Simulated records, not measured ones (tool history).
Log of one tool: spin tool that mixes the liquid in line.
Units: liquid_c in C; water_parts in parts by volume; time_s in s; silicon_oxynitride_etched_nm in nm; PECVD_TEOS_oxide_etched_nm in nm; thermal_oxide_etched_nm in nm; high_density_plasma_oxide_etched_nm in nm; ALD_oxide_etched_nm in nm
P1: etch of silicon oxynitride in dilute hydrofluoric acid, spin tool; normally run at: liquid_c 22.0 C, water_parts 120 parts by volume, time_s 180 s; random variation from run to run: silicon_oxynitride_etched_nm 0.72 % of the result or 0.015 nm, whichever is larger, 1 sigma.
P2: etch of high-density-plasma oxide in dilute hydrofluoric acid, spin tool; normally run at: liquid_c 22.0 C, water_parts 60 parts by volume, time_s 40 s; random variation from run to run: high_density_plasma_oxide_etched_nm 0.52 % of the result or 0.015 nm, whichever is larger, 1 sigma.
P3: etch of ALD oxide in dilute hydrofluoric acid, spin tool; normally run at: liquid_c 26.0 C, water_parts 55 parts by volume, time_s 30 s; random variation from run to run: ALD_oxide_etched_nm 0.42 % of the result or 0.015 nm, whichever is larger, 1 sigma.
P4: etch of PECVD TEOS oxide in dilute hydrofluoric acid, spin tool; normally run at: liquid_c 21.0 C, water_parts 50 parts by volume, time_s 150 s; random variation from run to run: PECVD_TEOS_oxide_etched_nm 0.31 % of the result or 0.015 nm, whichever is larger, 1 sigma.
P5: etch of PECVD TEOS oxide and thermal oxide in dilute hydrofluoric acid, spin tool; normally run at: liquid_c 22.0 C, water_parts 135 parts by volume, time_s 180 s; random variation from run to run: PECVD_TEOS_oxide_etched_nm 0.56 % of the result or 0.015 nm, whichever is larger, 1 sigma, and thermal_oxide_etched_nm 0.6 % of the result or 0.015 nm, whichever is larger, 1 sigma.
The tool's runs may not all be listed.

run	hour	process	liquid_c	water_parts	time_s	silicon_oxynitride_etched_nm	PECVD_TEOS_oxide_etched_nm	thermal_oxide_etched_nm	high_density_plasma_oxide_etched_nm	ALD_oxide_etched_nm
1	6.3	P1	22.0	120	180	3.28290				
2	14.1	P5	22.0	135	180		10.2970	5.9620		
3	19.8	P1	22.0	120	180	3.28790				
4	29.9	P1	17.0	120	180	2.56820				
5	40.5	P4	21.0	50	150		29.7230			
6	47.3	P1	22.0	50	180	8.37410				
7	56.5	P1	22.0	120	180	3.28450				
8	62.9	P1	22.0	120	180	3.28000				
9	73.3	P2	22.0	60	40				5.2194	
10	81.3	P4	21.0	50	65		12.9800			
11	91.3	P1	22.0	120	180	3.25170				
12	102.4	P4	21.0	50	150		29.8300			
13	108.4	P1	22.0	170	15	0.17601				
14	114.9	P2	22.0	20	40				16.5290	
15	121.4	P5	22.0	240	180		5.1959	2.9702		
16	130.5	P2	17.0	60	40				4.1457	
17	141.1	P1	22.0	175	180	2.12340				
18	152.2	P4	21.0	20	150		77.5810			
19	158.9	P5	22.0	135	100		5.6831	3.2985		
20	168.2	P3	21.5	55	30					13.148
21	176.2	P3	26.0	55	30					15.898
22	187.4	P1	22.0	120	305	5.55330				
23	196.1	P1	29.5	120	180	4.66730				
24	201.8	P5	26.0	135	180		11.9040	6.9153		
25	208.6	P4	17.0	50	150		25.0120			
26	218.0	P3	26.0	55	30					15.828
27	223.2	P3	26.0	55	50					26.352
28	234.4	P1	22.0	200	325	3.39280				
29	241.9	P1	22.0	120	25	0.44889				
30	250.6	P1	22.0	120	180	3.24630				
31	259.9	P5	22.0	135	180		10.2060	5.9324		
32	266.1	P2	22.0	60	60				7.7913	
33	276.3	P3	26.0	20	30					45.575
34	286.5	P1	22.0	120	180	3.28300				
35	294.2	P1	22.0	120	180	3.34440				
36	303.0	P1	22.0	120	180	3.44400				
37	311.4	P1	22.0	120	180	3.45860				
38	322.4	P1	22.0	120	180	3.58820				
39	332.4	P1	22.0	120	180	3.61110				
40	343.0	P1	22.0	120	180	3.61820				
41	351.2	P1	22.0	120	180	3.57700				
42	358.0	P1	22.0	120	180	3.58940				
43	366.6	P1	22.0	120	180	3.64860				
44	376.1	P1	22.0	120	180	3.65860				

What P1 gives has crept away from where it was. These 2 causes fit the log equally well, each at the size given:
A: liquid hotter than its thermometer reads (K) = 2.09
B: hydrofluoric acid flow above the setpoint (%) = 9.46
The creep began at about hour 286.5.

4 check runs are offered, each on 2 wafers whose results are averaged, their results left as question marks. Which one tells the causes apart?
check 1	385.6	P2	17.0	30	40				?	
check 2	385.6	P4	21.0	25	150		?			
check 3	385.6	P3	26.0	20	45					?
check 4	385.6	P5	22.0	225	180		?	?		

What each check would give under each cause:
check	result	if A	if B
check 1	high_density_plasma_oxide_etched_nm	9.5418	9.5587
check 2	PECVD_TEOS_oxide_etched_nm	67.2980	67.5630
check 3	ALD_oxide_etched_nm	74.921	75.421
check 4	PECVD_TEOS_oxide_etched_nm	6.0481	6.2524
check 4	thermal_oxide_etched_nm	3.4994	3.6176
How far apart the two closest causes lie, in the result that separates them most: check 1 0.18 %; check 2 0.39 %; check 3 0.67 %; check 4 3.32 %
Only check 4 tells the causes apart: in the others they would give nearly the same result.

Check 4 was then run and gave: PECVD_TEOS_oxide_etched_nm 6.2833 nm; thermal_oxide_etched_nm 3.6070 nm. Which cause is it?

It is B: hydrofluoric acid flow above the setpoint (%).
